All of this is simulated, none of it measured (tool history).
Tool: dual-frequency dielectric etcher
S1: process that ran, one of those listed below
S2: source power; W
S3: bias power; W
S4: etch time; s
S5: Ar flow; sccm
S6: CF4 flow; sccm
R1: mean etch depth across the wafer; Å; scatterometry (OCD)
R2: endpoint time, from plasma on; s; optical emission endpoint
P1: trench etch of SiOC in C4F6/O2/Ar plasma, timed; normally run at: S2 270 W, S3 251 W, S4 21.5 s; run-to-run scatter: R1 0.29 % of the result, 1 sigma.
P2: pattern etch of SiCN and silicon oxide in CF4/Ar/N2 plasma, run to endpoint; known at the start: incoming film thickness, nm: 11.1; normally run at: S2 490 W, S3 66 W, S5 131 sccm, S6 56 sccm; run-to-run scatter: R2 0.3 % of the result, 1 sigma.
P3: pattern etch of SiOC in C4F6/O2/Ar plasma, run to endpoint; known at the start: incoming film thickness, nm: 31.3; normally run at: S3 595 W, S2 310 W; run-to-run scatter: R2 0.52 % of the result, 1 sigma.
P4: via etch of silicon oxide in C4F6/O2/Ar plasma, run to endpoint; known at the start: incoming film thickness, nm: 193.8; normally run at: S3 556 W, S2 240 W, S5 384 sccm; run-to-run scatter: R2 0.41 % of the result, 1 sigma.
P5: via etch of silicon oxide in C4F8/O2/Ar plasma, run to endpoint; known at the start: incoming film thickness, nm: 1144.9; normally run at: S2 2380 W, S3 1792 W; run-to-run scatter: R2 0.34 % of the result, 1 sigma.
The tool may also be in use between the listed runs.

Run 1, day 0.25: S1 P1, S2 270 W, S3 251 W, S4 21.5 s. Result: R1 434.72 Å.
Run 2, day 0.521: S1 P3, S2 440 W, S3 595 W. Result: R2 9.6579 s.
Run 3, day 0.812: S1 P3, S2 310 W, S3 595 W. Result: R2 10.965 s.
Run 4, day 0.979: S1 P1, S2 270 W, S3 251 W, S4 21.5 s. Result: R1 435.13 Å.
Run 5, day 1.133: S1 P3, S2 310 W, S3 595 W. Result: R2 10.923 s.
Run 6, day 1.267: S1 P4, S2 150 W, S3 556 W, S5 384 sccm. Result: R2 61.234 s.
Run 7, day 1.454: S1 P1, S2 270 W, S3 158 W, S4 26.5 s. Result: R1 458.32 Å.
Run 8, day 1.696: S1 P5, S2 2380 W, S3 1792 W. Result: R2 218.7 s.
Run 9, day 1.85: S1 P4, S2 240 W, S3 698 W, S5 384 sccm. Result: R2 46.879 s.
Run 10, day 2.088: S1 P1, S2 270 W, S3 251 W, S4 32 s. Result: R1 646.88 Å.
Run 11, day 2.321: S1 P2, S2 490 W, S3 66 W, S5 131 sccm, S6 42 sccm. Result: R2 14.122 s.
Run 12, day 2.508: S1 P2, S2 490 W, S3 66 W, S5 92 sccm, S6 56 sccm. Result: R2 12.623 s.
Run 13, day 2.771: S1 P1, S2 270 W, S3 251 W, S4 12 s. Result: R1 242.46 Å.
Run 14, day 2.917: S1 P1, S2 270 W, S3 251 W, S4 21.5 s. Result: R1 435.55 Å.
Run 15, day 3.138: S1 P1, S2 390 W, S3 251 W, S4 21.5 s. Result: R1 499.89 Å.
Run 16, day 3.338: S1 P1, S2 170 W, S3 303 W, S4 21.5 s. Result: R1 390.95 Å.
Run 17, day 3.629: S1 P1, S2 270 W, S3 251 W, S4 21.5 s. Result: R1 435.2 Å.
Run 18, day 3.842: S1 P1, S2 270 W, S3 344 W, S4 21.5 s. Result: R1 487.9 Å.
Run 19, day 3.979: S1 P2, S2 630 W, S3 66 W, S5 131 sccm, S6 56 sccm. Result: R2 10.77 s.
Run 20, day 4.108: S1 P1, S2 270 W, S3 196 W, S4 21.5 s. Result: R1 400.36 Å.
Run 21, day 4.283: S1 P5, S2 2380 W, S3 1076 W. Result: R2 249.78 s.
Run 22, day 4.567: S1 P1, S2 270 W, S3 251 W, S4 21.5 s. Result: R1 433.74 Å.
At day 4.738: bias power generator calibrated.
Run 23, day 4.754: S1 P2, S2 490 W, S3 47 W, S5 131 sccm, S6 56 sccm. Result: R2 15.173 s.
Run 24, day 4.946: S1 P4, S2 240 W, S3 556 W, S5 384 sccm. Result: R2 51.362 s.
Run 25, day 5.075: S1 P4, S2 240 W, S3 556 W, S5 262 sccm. Result: R2 49.49 s.

Run 26 comes next. What will it give?
Run 26, day 5.296: S1 P3, S2 310 W, S3 779 W. Result: R2 ?.

{"run 26": {"R2": 9.9108}}

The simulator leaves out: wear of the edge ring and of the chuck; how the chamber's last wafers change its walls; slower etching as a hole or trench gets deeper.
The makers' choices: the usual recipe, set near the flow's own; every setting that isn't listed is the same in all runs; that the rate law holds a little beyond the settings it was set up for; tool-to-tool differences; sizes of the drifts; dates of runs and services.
